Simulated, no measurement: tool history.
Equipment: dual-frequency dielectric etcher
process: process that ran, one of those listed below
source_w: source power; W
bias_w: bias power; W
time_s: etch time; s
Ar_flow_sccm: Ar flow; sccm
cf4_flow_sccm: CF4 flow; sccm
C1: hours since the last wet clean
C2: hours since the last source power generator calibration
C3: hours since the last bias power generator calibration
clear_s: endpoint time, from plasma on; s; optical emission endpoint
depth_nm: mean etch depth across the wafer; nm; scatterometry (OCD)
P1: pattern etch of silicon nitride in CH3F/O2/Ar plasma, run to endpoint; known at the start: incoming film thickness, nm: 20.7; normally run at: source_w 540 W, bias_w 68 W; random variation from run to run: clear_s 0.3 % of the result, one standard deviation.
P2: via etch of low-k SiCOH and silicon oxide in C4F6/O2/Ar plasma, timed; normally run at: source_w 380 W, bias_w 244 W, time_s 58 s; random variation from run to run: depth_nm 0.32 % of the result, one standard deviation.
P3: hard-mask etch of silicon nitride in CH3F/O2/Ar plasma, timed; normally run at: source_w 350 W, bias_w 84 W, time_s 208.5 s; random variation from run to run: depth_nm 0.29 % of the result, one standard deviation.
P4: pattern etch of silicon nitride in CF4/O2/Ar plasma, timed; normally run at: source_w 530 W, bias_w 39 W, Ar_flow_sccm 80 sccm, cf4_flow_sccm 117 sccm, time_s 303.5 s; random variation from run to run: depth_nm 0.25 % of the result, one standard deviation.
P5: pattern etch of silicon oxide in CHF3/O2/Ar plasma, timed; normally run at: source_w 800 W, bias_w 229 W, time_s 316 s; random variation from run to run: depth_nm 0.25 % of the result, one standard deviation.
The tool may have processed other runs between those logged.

Run 1, hour 6.6: process P1, source_w 540 W, bias_w 68 W; C1 339.5; C2 1493.6; C3 1694.2. Result: clear_s 26.721 s.
Run 2, hour 12.7: process P1, source_w 540 W, bias_w 49 W; C1 345.6; C2 1499.7; C3 1700.3. Result: clear_s 29.632 s.
Run 3, hour 16.8: process P5, source_w 800 W, bias_w 229 W, time_s 316 s; C1 349.7; C2 1503.8; C3 1704.4. Result: depth_nm 772.37 nm.
Run 4, hour 23.1: process P3, source_w 350 W, bias_w 84 W, time_s 208.5 s; C1 356; C2 1510.1; C3 1710.7. Result: depth_nm 143.48 nm.
Run 5, hour 29.6: process P2, source_w 380 W, bias_w 244 W, time_s 58 s; C1 362.5; C2 1516.6; C3 1717.2. Result: depth_nm 155.24 nm.
Run 6, hour 34.7: process P1, source_w 540 W, bias_w 68 W; C1 367.6; C2 1521.7; C3 1722.3. Result: clear_s 26.707 s.
Run 7, hour 39.3: process P1, source_w 540 W, bias_w 68 W; C1 372.2; C2 1526.3; C3 1726.9. Result: clear_s 26.746 s.
Run 8, hour 42.5: process P4, source_w 530 W, bias_w 39 W, time_s 303.5 s, Ar_flow_sccm 80 sccm, cf4_flow_sccm 152 sccm; C1 375.4; C2 1529.5; C3 1730.1. Result: depth_nm 600.04 nm.
Run 9, hour 49: process P4, source_w 530 W, bias_w 39 W, time_s 173 s, Ar_flow_sccm 80 sccm, cf4_flow_sccm 117 sccm; C1 381.9; C2 1536; C3 1736.6. Result: depth_nm 331.59 nm.
Run 10, hour 55.8: process P1, source_w 540 W, bias_w 94 W; C1 388.7; C2 1542.8; C3 1743.4. Result: clear_s 24.08 s.
Run 11, hour 61.3: process P1, source_w 760 W, bias_w 89 W; C1 394.2; C2 1548.3; C3 1748.9. Result: clear_s 21.502 s.
Run 12, hour 66.6: process P2, source_w 520 W, bias_w 244 W, time_s 58 s; C1 399.5; C2 1553.6; C3 1754.2. Result: depth_nm 175.17 nm.
Run 13, hour 71.4: process P1, source_w 680 W, bias_w 68 W; C1 404.3; C2 1558.4; C3 1759. Result: clear_s 24.434 s.
Run 14, hour 77: process P5, source_w 800 W, bias_w 229 W, time_s 316 s; C1 409.9; C2 1564; C3 1764.6. Result: depth_nm 770.69 nm.
Run 15, hour 82.8: process P1, source_w 540 W, bias_w 68 W; C1 415.7; C2 1569.8; C3 1770.4. Result: clear_s 26.772 s.
Run 16, hour 90: process P2, source_w 380 W, bias_w 321 W, time_s 58 s; C1 422.9; C2 1577; C3 1777.6. Result: depth_nm 171.09 nm.
Run 17, hour 95.8: process P3, source_w 240 W, bias_w 84 W, time_s 208.5 s; C1 428.7; C2 1582.8; C3 1783.4. Result: depth_nm 125.01 nm.
Run 18, hour 100.5: process P1, source_w 410 W, bias_w 68 W; C1 433.4; C2 1587.5; C3 1788.1. Result: clear_s 29.779 s.
Run 19, hour 106.7: process P3, source_w 350 W, bias_w 84 W, time_s 298 s; C1 439.6; C2 1593.7; C3 1794.3. Result: depth_nm 206.25 nm.
Run 20, hour 110.1: process P5, source_w 1030 W, bias_w 229 W, time_s 316 s; C1 443; C2 1597.1; C3 1797.7. Result: depth_nm 847.71 nm.
Run 21, hour 114.7: process P3, source_w 350 W, bias_w 53 W, time_s 208.5 s; C1 447.6; C2 1601.7; C3 1802.3. Result: depth_nm 122.83 nm.
Run 22, hour 119.7: process P2, source_w 380 W, bias_w 244 W, time_s 74.5 s; C1 452.6; C2 1606.7; C3 1807.3. Result: depth_nm 199.13 nm.
Run 23, hour 124.7: process P4, source_w 530 W, bias_w 39 W, time_s 303.5 s, Ar_flow_sccm 80 sccm, cf4_flow_sccm 117 sccm; C1 457.6; C2 1611.7; C3 1812.3. Result: depth_nm 582.37 nm.
Run 24, hour 128.6: process P4, source_w 700 W, bias_w 39 W, time_s 303.5 s, Ar_flow_sccm 80 sccm, cf4_flow_sccm 117 sccm; C1 461.5; C2 1615.6; C3 1816.2. Result: depth_nm 741.51 nm.
Run 25, hour 134.7: process P1, source_w 540 W, bias_w 68 W; C1 467.6; C2 1621.7; C3 1822.3. Result: clear_s 26.951 s.

Estimate the outcome of run 26 from the log above:
Run 26, hour 139.8: process P1, source_w 540 W, bias_w 68 W; C1 472.7; C2 1626.8; C3 1827.4. Result: clear_s ?.

{"run 26": {"clear_s": 26.746}}

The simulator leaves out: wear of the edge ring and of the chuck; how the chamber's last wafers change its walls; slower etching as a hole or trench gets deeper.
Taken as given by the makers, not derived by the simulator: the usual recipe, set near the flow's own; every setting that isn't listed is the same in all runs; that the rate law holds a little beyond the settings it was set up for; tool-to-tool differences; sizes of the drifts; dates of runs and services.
